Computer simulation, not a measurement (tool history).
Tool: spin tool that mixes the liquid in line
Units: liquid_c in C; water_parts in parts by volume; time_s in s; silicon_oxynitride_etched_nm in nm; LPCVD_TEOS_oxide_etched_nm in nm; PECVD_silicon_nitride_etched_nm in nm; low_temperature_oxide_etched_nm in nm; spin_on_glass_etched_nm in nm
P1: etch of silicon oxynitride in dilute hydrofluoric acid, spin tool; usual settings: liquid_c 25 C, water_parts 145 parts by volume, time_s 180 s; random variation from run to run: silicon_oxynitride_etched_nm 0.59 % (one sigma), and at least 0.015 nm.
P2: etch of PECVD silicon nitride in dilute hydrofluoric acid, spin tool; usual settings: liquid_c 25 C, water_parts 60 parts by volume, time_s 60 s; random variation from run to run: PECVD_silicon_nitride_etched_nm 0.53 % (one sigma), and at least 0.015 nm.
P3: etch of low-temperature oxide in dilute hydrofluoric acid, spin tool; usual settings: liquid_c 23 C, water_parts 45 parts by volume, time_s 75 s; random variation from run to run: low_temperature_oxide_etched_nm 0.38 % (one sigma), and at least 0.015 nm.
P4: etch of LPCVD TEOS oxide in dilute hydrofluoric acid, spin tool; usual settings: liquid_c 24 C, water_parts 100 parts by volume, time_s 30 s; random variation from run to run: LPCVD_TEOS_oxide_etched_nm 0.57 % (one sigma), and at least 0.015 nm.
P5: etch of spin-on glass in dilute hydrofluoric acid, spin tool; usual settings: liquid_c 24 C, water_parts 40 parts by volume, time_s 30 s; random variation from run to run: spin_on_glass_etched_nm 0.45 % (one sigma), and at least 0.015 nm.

run   hour  process  liquid_c  water_parts  time_s  hours since the thermometer was replaced  hours since the hydrofluoric acid flow meter was replaced  silicon_oxynitride_etched_nm  LPCVD_TEOS_oxide_etched_nm  PECVD_silicon_nitride_etched_nm  low_temperature_oxide_etched_nm  spin_on_glass_etched_nm
  1   11.5       P1        25          145     180                                    1068.7                                                       1167                        3.4718
  2   24.4       P4        24          100      15                                    1081.6                                                     1179.9                                                    3.4928
  3   36.3       P2        25           35      60                                    1093.5                                                     1191.8                                                                                     7.1251
  4   48.9       P3        23           45      75                                    1106.1                                                     1204.4                                                                                                                      46.272
  5   62.5       P1        25          145     180                                    1119.7                                                       1218                        3.4411
  6   71.7       P2        25           60      60                                    1128.9                                                     1227.2                                                                                      4.205
  7   80.3       P5        24           40      30                                    1137.5                                                     1235.8                                                                                                                                               55.704
  8   89.8       P3        23           45     150                                      1147                                                     1245.3                                                                                                                      92.565
  9    105       P1        25          145      15                                    1162.2                                                     1260.5                       0.32249
 10  116.1       P5        24           40      30                                    1173.3                                                     1271.6                                                                                                                                               55.493
 11  129.3       P4        24           25      30                                    1186.5                                                     1284.8                                                    30.764
 12    138       P3        17           45      75                                    1195.2                                                     1293.5                                                                                                                      35.672
 13  155.7       P1        32          145     180                                    1212.9                                                     1311.2                        4.6078
 14    165       P1        25           55     180                                    1222.2                                                     1320.5                        9.7673
 15  175.1       P4        24          100      30                                    1232.3                                                     1330.6                                                    6.9699
 16  185.6       P1        25          145     180                                    1242.8                                                     1341.1                        3.4615
 17  199.3       P5        24           60      30                                    1256.5                                                     1354.8                                                                                                                                               35.837
 18  217.2       P3        23           60      75                                    1274.4                                                     1372.7                                                                                                                      34.066
 19  228.4       P1        25          145     180                                    1285.6                                                     1383.9                        3.4021
 20  243.1       P1        25          145     180                                    1300.3                                                     1398.6                        3.3905
 21  258.2       P1        25          145     180                                    1315.4                                                     1413.7                        3.4189
 22  272.6       P2        25           60     120                                    1329.8                                                     1428.1                                                                                     8.4619
 23  289.8       P4        24          100      30                                      1347                                                     1445.3                                                    6.9844
 24  300.7       P3        23           45      75                                    1357.9                                                     1456.2                                                                                                                      46.352
 25  319.1       P1        25           75      70                                    1376.3                                                     1474.6                        2.6823
 26  330.1       P1        25          200     180                                    1387.3                                                     1485.6                        2.3825
 27  346.8       P4      30.5          100      30                                      1404                                                     1502.3                                                    8.9631
 28  362.4       P1        25          145     180                                    1419.6                                                     1517.9                        3.4098
 29  375.7       P1        25          145     295                                    1432.9                                                     1531.2                        5.6627
 30  387.4       P1        18          145     180                                    1444.6                                                     1542.9                        2.4943
 31    398       P2        18           60      60                                    1455.2                                                     1553.5                                                                                     2.5846
 32  411.8       P5        24           40      15                                      1469                                                     1567.3                                                                                                                                               27.726
 33  428.6       P2        25           60      60                                    1485.8                                                     1584.1                                                                                     4.2189
 34  437.2       P5      17.5           40      30                                    1494.4                                                     1592.7                                                                                                                                               42.212
 35  445.5       P1        25          145     180                                    1502.7                                                       1601                        3.4053
 36  458.8       P1        25          145     180                                      1516                                                     1614.3                        3.5432
 37  472.4       P1        25          145     180                                    1529.6                                                     1627.9                        3.6065
 38  490.6       P1        25          145     180                                    1547.8                                                     1646.1                        3.6609
 39    503       P1        25          145     180                                    1560.2                                                     1658.5                        3.6493
 40  518.6       P1        25          145     180                                    1575.8                                                     1674.1                        3.6651
 41  536.1       P1        25          145     180                                    1593.3                                                     1691.6                        3.6779
 42  544.5       P1        25          145     180                                    1601.7                                                       1700                        3.6803

What P1 gives has crept away from where it was. These 2 causes fit the log equally well, each at the size given:
A: liquid hotter than its thermometer reads (K) = 1.54
B: hydrofluoric acid flow above the setpoint (%) = 6.43
The creep began at about hour 445.5.

4 check runs are offered, one wafer each, their results left as question marks. Which one tells the causes apart?
check 1  552.9       P2        21           60     115                                                                                                                                                                                               ?
check 2  552.9       P3        17           45     130                                                                                                                                                                                                                                ?
check 3  552.9       P4        24           70      15                                                                                                                                                              ?
check 4  552.9       P5        18           40      30                                                                                                                                                                                                                                                         ?

What each check would give under each cause:
  check                           result    if A    if B
check 1  PECVD_silicon_nitride_etched_nm  6.8796  6.5808
check 2  low_temperature_oxide_etched_nm  66.401  66.308
check 3       LPCVD_TEOS_oxide_etched_nm   5.496   5.528
check 4          spin_on_glass_etched_nm  46.015  45.954
How far apart the two closest causes lie, in the result that separates them most: check 1 4.44 %; check 2 0.14 %; check 3 0.58 %; check 4 0.13 %
Check 1 tells the causes apart: in the others they would give nearly the same result.

Check 1 was then run and gave: PECVD_silicon_nitride_etched_nm 6.912 nm. Which cause is it?

It is A: liquid hotter than its thermometer reads (K).
